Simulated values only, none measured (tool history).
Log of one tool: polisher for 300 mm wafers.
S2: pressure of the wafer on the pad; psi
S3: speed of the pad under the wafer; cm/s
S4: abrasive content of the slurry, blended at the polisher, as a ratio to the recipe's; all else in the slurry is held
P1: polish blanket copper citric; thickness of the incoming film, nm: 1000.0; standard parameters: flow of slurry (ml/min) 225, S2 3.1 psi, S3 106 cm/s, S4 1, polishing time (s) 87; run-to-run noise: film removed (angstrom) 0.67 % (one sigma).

run 1 day=0.358 | flow_of_slurry_(ml/min)=225 S2=3.1 S3=106 S4=1 polishing_time_(s)=87 | film_removed_(angstrom)=2476.9
run 2 day=0.683 | flow_of_slurry_(ml/min)=355 S2=3.1 S3=106 S4=1 polishing_time_(s)=87 | film_removed_(angstrom)=2589.2
run 3 day=1.308 | flow_of_slurry_(ml/min)=225 S2=4.8 S3=106 S4=1 polishing_time_(s)=87 | film_removed_(angstrom)=3772.5
run 4 day=1.625 | flow_of_slurry_(ml/min)=225 S2=3.1 S3=66 S4=1 polishing_time_(s)=87 | film_removed_(angstrom)=1561.7
run 5 day=2 | flow_of_slurry_(ml/min)=225 S2=3.1 S3=106 S4=1 polishing_time_(s)=87 | film_removed_(angstrom)=2452.1
run 6 day=2.317 | flow_of_slurry_(ml/min)=225 S2=3.1 S3=106 S4=1 polishing_time_(s)=87 | film_removed_(angstrom)=2489.3
run 7 day=2.758 | flow_of_slurry_(ml/min)=225 S2=3.1 S3=106 S4=1 polishing_time_(s)=121 | film_removed_(angstrom)=3440.1
run 8 day=3.383 | flow_of_slurry_(ml/min)=225 S2=3.1 S3=138 S4=1 polishing_time_(s)=87 | film_removed_(angstrom)=3214.5
run 9 day=3.725 | flow_of_slurry_(ml/min)=225 S2=3.1 S3=106 S4=1 polishing_time_(s)=87 | film_removed_(angstrom)=2449.8
run 10 day=4.288 | flow_of_slurry_(ml/min)=225 S2=3.1 S3=106 S4=1.5 polishing_time_(s)=87 | film_removed_(angstrom)=2697.8
-- day=4.675 slurry blender recalibrated
run 11 day=4.688 | flow_of_slurry_(ml/min)=145 S2=3.1 S3=106 S4=1 polishing_time_(s)=87 | film_removed_(angstrom)=2305.8
run 12 day=5.067 | flow_of_slurry_(ml/min)=225 S2=3.1 S3=150 S4=1.3 polishing_time_(s)=87 | film_removed_(angstrom)=3643.2
run 13 day=5.596 | flow_of_slurry_(ml/min)=225 S2=3.1 S3=106 S4=1 polishing_time_(s)=87 | film_removed_(angstrom)=2444.1
run 14 day=5.888 | flow_of_slurry_(ml/min)=225 S2=1.6 S3=106 S4=1 polishing_time_(s)=87 | film_removed_(angstrom)=1288.1
run 15 day=6.408 | flow_of_slurry_(ml/min)=225 S2=3.1 S3=106 S4=0.6 polishing_time_(s)=87 | film_removed_(angstrom)=2183.5
run 16 day=7.021 | flow_of_slurry_(ml/min)=225 S2=3.1 S3=106 S4=1 polishing_time_(s)=46 | film_removed_(angstrom)=1301.8
run 17 day=7.529 | flow_of_slurry_(ml/min)=225 S2=2.2 S3=106 S4=1.4 polishing_time_(s)=87 | film_removed_(angstrom)=1892.2
run 18 day=7.875 | flow_of_slurry_(ml/min)=225 S2=3.1 S3=106 S4=1 polishing_time_(s)=87 | film_removed_(angstrom)=2450.7
run 19 day=8.233 | flow_of_slurry_(ml/min)=225 S2=3.1 S3=106 S4=1 polishing_time_(s)=87 | film_removed_(angstrom)=2402.7
run 20 day=8.8 | flow_of_slurry_(ml/min)=225 S2=3.1 S3=106 S4=1 polishing_time_(s)=87 | film_removed_(angstrom)=2359.9
run 21 day=9.142 | flow_of_slurry_(ml/min)=225 S2=3.1 S3=106 S4=1 polishing_time_(s)=87 | film_removed_(angstrom)=2325.8
-- day=9.171 worn pad replaced by a new one
run 22 day=9.667 | flow_of_slurry_(ml/min)=225 S2=3.1 S3=106 S4=1 polishing_time_(s)=87 | film_removed_(angstrom)=2303.9
-- day=9.8 slurry blender recalibrated
run 23 day=10.146 | flow_of_slurry_(ml/min)=225 S2=3.1 S3=106 S4=1 polishing_time_(s)=87 | film_removed_(angstrom)=2335.2
run 24 day=10.6 | flow_of_slurry_(ml/min)=225 S2=3.1 S3=106 S4=1 polishing_time_(s)=87 | film_removed_(angstrom)=2305

Expected results for the next run?
run 25 day=11.029 | flow_of_slurry_(ml/min)=225 S2=3.1 S3=106 S4=1 polishing_time_(s)=87 | film_removed_(angstrom)=?

film removed (angstrom): 2285.9

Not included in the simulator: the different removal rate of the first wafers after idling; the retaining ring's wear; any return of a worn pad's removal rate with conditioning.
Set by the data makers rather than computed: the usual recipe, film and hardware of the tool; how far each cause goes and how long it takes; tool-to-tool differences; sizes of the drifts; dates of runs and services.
